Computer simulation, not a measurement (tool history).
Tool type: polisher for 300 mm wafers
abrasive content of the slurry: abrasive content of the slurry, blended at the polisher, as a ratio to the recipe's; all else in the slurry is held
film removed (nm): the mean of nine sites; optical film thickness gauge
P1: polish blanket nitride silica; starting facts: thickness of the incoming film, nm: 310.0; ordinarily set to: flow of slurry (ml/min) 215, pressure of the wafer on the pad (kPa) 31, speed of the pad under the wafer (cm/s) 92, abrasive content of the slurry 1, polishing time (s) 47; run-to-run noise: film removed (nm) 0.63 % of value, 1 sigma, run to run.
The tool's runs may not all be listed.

run   hour  flow of slurry (ml/min)  pressure of the wafer on the pad (kPa)  speed of the pad under the wafer (cm/s)  abrasive content of the slurry  polishing time (s)  wafers polished on this pad  hours since the slurry nozzle was cleaned  hours since the head pressure was calibrated  hours since the slurry blender was calibrated  hours since the conditioning disc was replaced  film removed (nm)
  1   16.5                      215                                      31                                       92                               1                  47                          462                                      338.7                                         615.4                                          332.1                                           100.2             36.556
  2   30.6                      215                                      31                                       92                               1                  47                          629                                      352.8                                         629.5                                          346.2                                           114.3             36.336
  3   46.8                      215                                      31                                       92                               1                  71                          821                                        369                                         645.7                                          362.4                                           130.5             55.299
  4   60.9                      215                                      31                                      128                               1                  47                          988                                      383.1                                         659.8                                          376.5                                           144.6             47.585
  5   71.2                      215                                      31                                       92                               1                  47                         1110                                      393.4                                         670.1                                          386.8                                           154.9             36.527
  6   80.7                      215                                      31                                       42                               1                  47                         1223                                      402.9                                         679.6                                          396.3                                           164.4             19.655
      84.8  -- conditioning disc replaced and pad reconditioned
  7   92.2                      130                                      31                                       42                               1                  47                         1359                                      414.4                                         691.1                                          407.8                                             7.5             17.789
      96.7  -- head pressure recalibrated
  8  108.1                      215                                      31                                       92                               1                  24                         1547                                      430.3                                          11.4                                          423.7                                            23.4             18.889
  9  116.6                      215                                    45.5                                       92                               1                  47                         1648                                      438.8                                          19.9                                          432.2                                            31.9             53.004
     123.7  -- slurry blender recalibrated
 10  126.1                      215                                      31                                       92                            0.55                  47                         1760                                      448.3                                          29.4                                            2.5                                            41.4              26.55
 11    142                      305                                      31                                       92                               1                  47                         1949                                      464.2                                          45.3                                           18.4                                            57.3             37.458
 12  152.4                      215                                      31                                       92                               1                  47                         2072                                      474.6                                          55.7                                           28.8                                            67.7              36.38
 13  163.7                      215                                      31                                       92                             1.4                  47                         2206                                      485.9                                            67                                           40.1                                              79             41.707
 14    173                      130                                      31                                       92                               1                  47                         2316                                      495.2                                          76.3                                           49.4                                            88.3              33.65
 15  185.3                      215                                      31                                       68                               1                  22                         2462                                      507.5                                          88.6                                           61.7                                           100.6             13.416
 16  196.6                      215                                      31                                       92                               1                  47                         2596                                      518.8                                          99.9                                             73                                           111.9             36.383
 17  206.6                      215                                      31                                       92                               1                  47                         2714                                      528.8                                         109.9                                             83                                           121.9             36.678
 18  220.8                      215                                    15.9                                       92                               1                  47                         2882                                        543                                         124.1                                           97.2                                           136.1             18.465

Expected results for the next run?
 19  233.9                      135                                      40                                       92                               1                  47                         3038                                      556.1                                         137.2                                          110.3                                           149.2                  ?

{"run 19": {"film removed (nm)": 43.417}}
